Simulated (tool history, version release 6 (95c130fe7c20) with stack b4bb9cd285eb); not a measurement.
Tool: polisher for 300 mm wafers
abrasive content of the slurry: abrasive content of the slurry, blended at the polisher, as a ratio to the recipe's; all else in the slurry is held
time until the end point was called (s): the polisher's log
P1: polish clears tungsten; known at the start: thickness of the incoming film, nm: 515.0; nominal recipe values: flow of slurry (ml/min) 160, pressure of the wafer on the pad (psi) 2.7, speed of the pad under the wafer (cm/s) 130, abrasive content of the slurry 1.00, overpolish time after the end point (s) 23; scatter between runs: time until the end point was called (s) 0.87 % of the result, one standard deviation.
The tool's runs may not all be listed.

| run | hour | flow of slurry (ml/min) | pressure of the wafer on the pad (psi) | speed of the pad under the wafer (cm/s) | abrasive content of the slurry | overpolish time after the end point (s) | wafers polished on this pad | hours since the slurry nozzle was cleaned | hours since the head pressure was calibrated | hours since the slurry blender was calibrated | hours since the slurry got fresh peroxide | time until the end point was called (s) |
|---|---|---|---|---|---|---|---|---|---|---|---|---|
| 1 | 11.6 | 160 | 2.7 | 130 | 1.00 | 23 | 301 | 74.9 | 408.8 | 156.4 | 28.0 | 141.510 |
| 2 | 23.2 | 160 | 3.5 | 130 | 1.00 | 23 | 364 | 86.5 | 420.4 | 168.0 | 39.6 | 109.530 |
| 3 | 34.3 | 160 | 2.7 | 58 | 1.00 | 23 | 425 | 97.6 | 431.5 | 179.1 | 50.7 | 314.090 |
| 4 | 42.6 | 160 | 2.7 | 196 | 1.00 | 23 | 471 | 105.9 | 439.8 | 187.4 | 59.0 | 91.651 |
| 5 | 50.3 | 160 | 2.7 | 130 | 0.50 | 23 | 513 | 113.6 | 447.5 | 195.1 | 66.7 | 164.850 |
| 6 | 60.5 | 160 | 2.7 | 130 | 1.45 | 23 | 569 | 123.8 | 457.7 | 205.3 | 76.9 | 127.230 |
| 7 | 68.6 | 160 | 2.7 | 130 | 1.00 | 23 | 614 | 131.9 | 465.8 | 213.4 | 85.0 | 138.770 |
| 8 | 75.6 | 160 | 2.7 | 130 | 1.00 | 11 | 652 | 138.9 | 472.8 | 220.4 | 92.0 | 141.360 |
| 9 | 87.0 | 160 | 2.7 | 130 | 1.00 | 23 | 715 | 150.3 | 484.2 | 231.8 | 103.4 | 141.670 |
| 10 | 99.1 | 160 | 2.7 | 130 | 0.80 | 7 | 781 | 162.4 | 496.3 | 243.9 | 115.5 | 149.400 |
| 11 | 104.9 | 160 | 2.7 | 130 | 1.00 | 44 | 813 | 168.2 | 502.1 | 249.7 | 121.3 | 139.400 |
| 12 | 110.1 | 95 | 2.7 | 130 | 1.00 | 23 | 841 | 173.4 | 507.3 | 254.9 | 126.5 | 155.100 |
| 13 | 117.8 | 230 | 2.7 | 84 | 1.00 | 23 | 884 | 181.1 | 515.0 | 262.6 | 134.2 | 209.390 |
| 14 | 127.7 | 160 | 2.7 | 130 | 1.00 | 23 | 938 | 191.0 | 524.9 | 272.5 | 144.1 | 139.630 |
| 15 | 133.0 | 160 | 1.3 | 130 | 1.00 | 23 | 967 | 196.3 | 530.2 | 277.8 | 149.4 | 294.810 |
| 16 | 139.4 | 200 | 2.7 | 130 | 1.00 | 23 | 1002 | 202.7 | 536.6 | 284.2 | 155.8 | 135.850 |
| 17 | 147.1 | 160 | 2.7 | 130 | 1.00 | 23 | 1045 | 210.4 | 544.3 | 291.9 | 163.5 | 140.780 |
| 18 | 156.6 | 160 | 2.7 | 130 | 1.00 | 23 | 1097 | 219.9 | 553.8 | 301.4 | 173.0 | 145.400 |
| 19 | 165.2 | 160 | 2.7 | 130 | 1.00 | 23 | 1144 | 228.5 | 562.4 | 310.0 | 181.6 | 148.730 |
|  | 175.3 | head pressure recalibrated |
| 20 | 176.8 | 160 | 2.7 | 130 | 1.00 | 23 | 1208 | 240.1 | 1.5 | 321.6 | 193.2 | 149.380 |

Forecast run 21:
| 21 | 188.7 | 160 | 2.7 | 130 | 1.00 | 23 | 1273 | 252.0 | 13.4 | 333.5 | 205.1 | ? |

Run 21 measured time until the end point was called (s) 152.470.
